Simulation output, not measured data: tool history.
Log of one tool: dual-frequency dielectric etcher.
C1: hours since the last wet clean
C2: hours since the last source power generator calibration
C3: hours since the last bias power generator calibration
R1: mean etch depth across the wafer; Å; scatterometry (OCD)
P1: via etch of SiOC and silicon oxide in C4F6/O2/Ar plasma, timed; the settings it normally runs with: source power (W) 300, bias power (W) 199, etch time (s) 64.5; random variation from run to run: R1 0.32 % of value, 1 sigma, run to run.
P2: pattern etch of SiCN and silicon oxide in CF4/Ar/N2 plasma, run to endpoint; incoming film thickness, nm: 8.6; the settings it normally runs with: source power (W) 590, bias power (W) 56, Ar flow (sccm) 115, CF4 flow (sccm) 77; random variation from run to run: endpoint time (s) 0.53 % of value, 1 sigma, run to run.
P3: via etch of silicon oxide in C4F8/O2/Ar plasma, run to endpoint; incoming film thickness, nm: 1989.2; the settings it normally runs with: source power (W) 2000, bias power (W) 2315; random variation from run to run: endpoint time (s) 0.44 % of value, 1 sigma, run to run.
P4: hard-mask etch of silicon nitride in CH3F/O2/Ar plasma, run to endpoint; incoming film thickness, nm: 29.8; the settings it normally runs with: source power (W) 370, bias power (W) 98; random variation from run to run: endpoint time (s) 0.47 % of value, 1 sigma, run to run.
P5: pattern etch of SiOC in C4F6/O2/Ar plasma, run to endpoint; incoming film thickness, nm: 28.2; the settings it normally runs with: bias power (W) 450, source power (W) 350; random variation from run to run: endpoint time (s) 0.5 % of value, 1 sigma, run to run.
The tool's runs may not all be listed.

run 1 hour=7.7 | process_that_ran=P1 source_power_(W)=300 bias_power_(W)=199 etch_time_(s)=64.5 | C1=332.7 C2=1246.5 C3=1239.0 | R1=674.85
run 2 hour=15.0 | process_that_ran=P1 source_power_(W)=190 bias_power_(W)=199 etch_time_(s)=64.5 | C1=340.0 C2=1253.8 C3=1246.3 | R1=567.87
run 3 hour=18.4 | process_that_ran=P3 source_power_(W)=2000 bias_power_(W)=2315 | C1=343.4 C2=1257.2 C3=1249.7 | endpoint_time_(s)=362.2900
run 4 hour=22.0 | process_that_ran=P3 source_power_(W)=2000 bias_power_(W)=2315 | C1=347.0 C2=1260.8 C3=1253.3 | endpoint_time_(s)=363.4500
run 5 hour=29.2 | process_that_ran=P1 source_power_(W)=300 bias_power_(W)=199 etch_time_(s)=64.5 | C1=354.2 C2=1268.0 C3=1260.5 | R1=670.86
run 6 hour=33.4 | process_that_ran=P1 source_power_(W)=300 bias_power_(W)=199 etch_time_(s)=64.5 | C1=358.4 C2=1272.2 C3=1264.7 | R1=670.84
run 7 hour=40.7 | process_that_ran=P2 source_power_(W)=590 bias_power_(W)=70 Ar_flow_(sccm)=115 CF4_flow_(sccm)=77 | C1=365.7 C2=1279.5 C3=1272.0 | endpoint_time_(s)=8.0517
run 8 hour=46.3 | process_that_ran=P5 source_power_(W)=350 bias_power_(W)=450 | C1=371.3 C2=1285.1 C3=1277.6 | endpoint_time_(s)=10.4580
run 9 hour=49.8 | process_that_ran=P2 source_power_(W)=590 bias_power_(W)=56 Ar_flow_(sccm)=115 CF4_flow_(sccm)=77 | C1=374.8 C2=1288.6 C3=1281.1 | endpoint_time_(s)=8.7398
run 10 hour=53.8 | process_that_ran=P5 source_power_(W)=230 bias_power_(W)=450 | C1=378.8 C2=1292.6 C3=1285.1 | endpoint_time_(s)=12.3080
run 11 hour=58.5 | process_that_ran=P1 source_power_(W)=300 bias_power_(W)=140 etch_time_(s)=64.5 | C1=383.5 C2=1297.3 C3=1289.8 | R1=596.91
run 12 hour=64.9 | process_that_ran=P1 source_power_(W)=300 bias_power_(W)=251 etch_time_(s)=64.5 | C1=389.9 C2=1303.7 C3=1296.2 | R1=728.66
run 13 hour=70.7 | process_that_ran=P2 source_power_(W)=590 bias_power_(W)=56 Ar_flow_(sccm)=74 CF4_flow_(sccm)=77 | C1=395.7 C2=1309.5 C3=1302.0 | endpoint_time_(s)=8.1740
run 14 hour=77.0 | process_that_ran=P1 source_power_(W)=300 bias_power_(W)=199 etch_time_(s)=35.5 | C1=402.0 C2=1315.8 C3=1308.3 | R1=369.81
run 15 hour=84.4 | process_that_ran=P1 source_power_(W)=420 bias_power_(W)=199 etch_time_(s)=41.0 | C1=409.4 C2=1323.2 C3=1315.7 | R1=485.10
run 16 hour=90.3 | process_that_ran=P1 source_power_(W)=400 bias_power_(W)=199 etch_time_(s)=64.5 | C1=415.3 C2=1329.1 C3=1321.6 | R1=747.90
run 17 hour=95.2 | process_that_ran=P3 source_power_(W)=2750 bias_power_(W)=2315 | C1=420.2 C2=1334.0 C3=1326.5 | endpoint_time_(s)=319.4900
-- hour=99.6 source power generator calibrated
run 18 hour=101.9 | process_that_ran=P1 source_power_(W)=420 bias_power_(W)=199 etch_time_(s)=46.5 | C1=426.9 C2=2.4 C3=1333.2 | R1=551.58
run 19 hour=109.3 | process_that_ran=P3 source_power_(W)=2000 bias_power_(W)=1498 | C1=434.3 C2=9.8 C3=1340.6 | endpoint_time_(s)=406.4700
run 20 hour=113.4 | process_that_ran=P5 source_power_(W)=350 bias_power_(W)=558 | C1=438.4 C2=13.9 C3=1344.7 | endpoint_time_(s)=9.6651
run 21 hour=120.2 | process_that_ran=P2 source_power_(W)=590 bias_power_(W)=56 Ar_flow_(sccm)=115 CF4_flow_(sccm)=106 | C1=445.2 C2=20.7 C3=1351.5 | endpoint_time_(s)=8.2239
run 22 hour=127.4 | process_that_ran=P4 source_power_(W)=370 bias_power_(W)=98 | C1=452.4 C2=27.9 C3=1358.7 | endpoint_time_(s)=40.2980
run 23 hour=132.1 | process_that_ran=P1 source_power_(W)=300 bias_power_(W)=199 etch_time_(s)=85.5 | C1=457.1 C2=32.6 C3=1363.4 | R1=887.68
run 24 hour=136.5 | process_that_ran=P4 source_power_(W)=370 bias_power_(W)=73 | C1=461.5 C2=37.0 C3=1367.8 | endpoint_time_(s)=44.6950
run 25 hour=143.9 | process_that_ran=P2 source_power_(W)=800 bias_power_(W)=56 Ar_flow_(sccm)=115 CF4_flow_(sccm)=77 | C1=468.9 C2=44.4 C3=1375.2 | endpoint_time_(s)=6.6265
run 26 hour=148.2 | process_that_ran=P1 source_power_(W)=190 bias_power_(W)=157 etch_time_(s)=64.5 | C1=473.2 C2=48.7 C3=1379.5 | R1=522.36
run 27 hour=152.8 | process_that_ran=P1 source_power_(W)=300 bias_power_(W)=199 etch_time_(s)=64.5 | C1=477.8 C2=53.3 C3=1384.1 | R1=673.80
run 28 hour=160.4 | process_that_ran=P4 source_power_(W)=230 bias_power_(W)=98 | C1=485.4 C2=60.9 C3=1391.7 | endpoint_time_(s)=47.9800
run 29 hour=164.2 | process_that_ran=P4 source_power_(W)=370 bias_power_(W)=98 | C1=489.2 C2=64.7 C3=1395.5 | endpoint_time_(s)=40.4910
run 30 hour=169.4 | process_that_ran=P1 source_power_(W)=300 bias_power_(W)=199 etch_time_(s)=64.5 | C1=494.4 C2=69.9 C3=1400.7 | R1=674.08
run 31 hour=175.7 | process_that_ran=P1 source_power_(W)=300 bias_power_(W)=199 etch_time_(s)=64.5 | C1=500.7 C2=76.2 C3=1407.0 | R1=677.06
run 32 hour=182.3 | process_that_ran=P1 source_power_(W)=300 bias_power_(W)=199 etch_time_(s)=64.5 | C1=507.3 C2=82.8 C3=1413.6 | R1=679.57
run 33 hour=189.3 | process_that_ran=P1 source_power_(W)=300 bias_power_(W)=199 etch_time_(s)=64.5 | C1=514.3 C2=89.8 C3=1420.6 | R1=684.36
run 34 hour=195.8 | process_that_ran=P1 source_power_(W)=300 bias_power_(W)=199 etch_time_(s)=64.5 | C1=520.8 C2=96.3 C3=1427.1 | R1=680.41
-- hour=200.2 wet clean of the chamber
run 35 hour=200.6 | process_that_ran=P1 source_power_(W)=300 bias_power_(W)=199 etch_time_(s)=64.5 | C1=0.5 C2=101.1 C3=1431.9 | R1=682.96
run 36 hour=208.1 | process_that_ran=P1 source_power_(W)=300 bias_power_(W)=199 etch_time_(s)=64.5 | C1=8.0 C2=108.6 C3=1439.4 | R1=681.68
run 37 hour=213.5 | process_that_ran=P1 source_power_(W)=300 bias_power_(W)=199 etch_time_(s)=64.5 | C1=13.4 C2=114.0 C3=1444.8 | R1=681.75
run 38 hour=217.1 | process_that_ran=P1 source_power_(W)=300 bias_power_(W)=199 etch_time_(s)=64.5 | C1=17.0 C2=117.6 C3=1448.4 | R1=684.92
run 39 hour=223.6 | process_that_ran=P1 source_power_(W)=300 bias_power_(W)=199 etch_time_(s)=64.5 | C1=23.5 C2=124.1 C3=1454.9 | R1=687.38
run 40 hour=227.1 | process_that_ran=P1 source_power_(W)=300 bias_power_(W)=199 etch_time_(s)=64.5 | C1=27.0 C2=127.6 C3=1458.4 | R1=681.92

P1 no longer gives what it gave before; its output has crept away from where it was. The following 2 causes, each at its listed size, fit the log equally well:
A: source power that arrives over what is set, % = 4.33
B: bias power that arrives over what is set, % = 4.95
The onset of the drift is placed at about hour 169.4.
The rest of the possible causes, and what rules out each one:
chamber walls in a state that raises the etch rate, %: serviced at hour 200.2, after the change had begun; the process did not return to its earlier output

You are offered 4 check runs, listed below with question marks in place of their results; each one averages 3 wafers. Which run separates the listed causes by giving clearly different results for each?
run check 1 hour=230.6 | process_that_ran=P5 source_power_(W)=350 bias_power_(W)=544 | endpoint_time_(s)=?
run check 2 hour=230.6 | process_that_ran=P2 source_power_(W)=590 bias_power_(W)=56 Ar_flow_(sccm)=115 CF4_flow_(sccm)=100 | endpoint_time_(s)=?
run check 3 hour=230.6 | process_that_ran=P3 source_power_(W)=2740 bias_power_(W)=1959 | endpoint_time_(s)=?
run check 4 hour=230.6 | process_that_ran=P4 source_power_(W)=260 bias_power_(W)=98 | endpoint_time_(s)=?

What each check would give under each cause:
check=check_1 result=endpoint_time_(s) if_A=9.6003 if_B=9.5727
check=check_2 result=endpoint_time_(s) if_A=8.0529 if_B=8.2431
check=check_3 result=endpoint_time_(s) if_A=328.8700 if_B=330.0500
check=check_4 result=endpoint_time_(s) if_A=45.2730 if_B=45.1580
How far apart the two closest causes lie, in the result that separates them most: check 1 0.29 %; check 2 2.34 %; check 3 0.36 %; check 4 0.25 %
Only in check 2 would the causes give clearly different results; in the remaining checks their results would be nearly the same.

Check 2 was carried out, with these results: endpoint time (s) 8.2495. Which of the listed causes is responsible?

It was cause B: bias power that arrives over what is set, %.
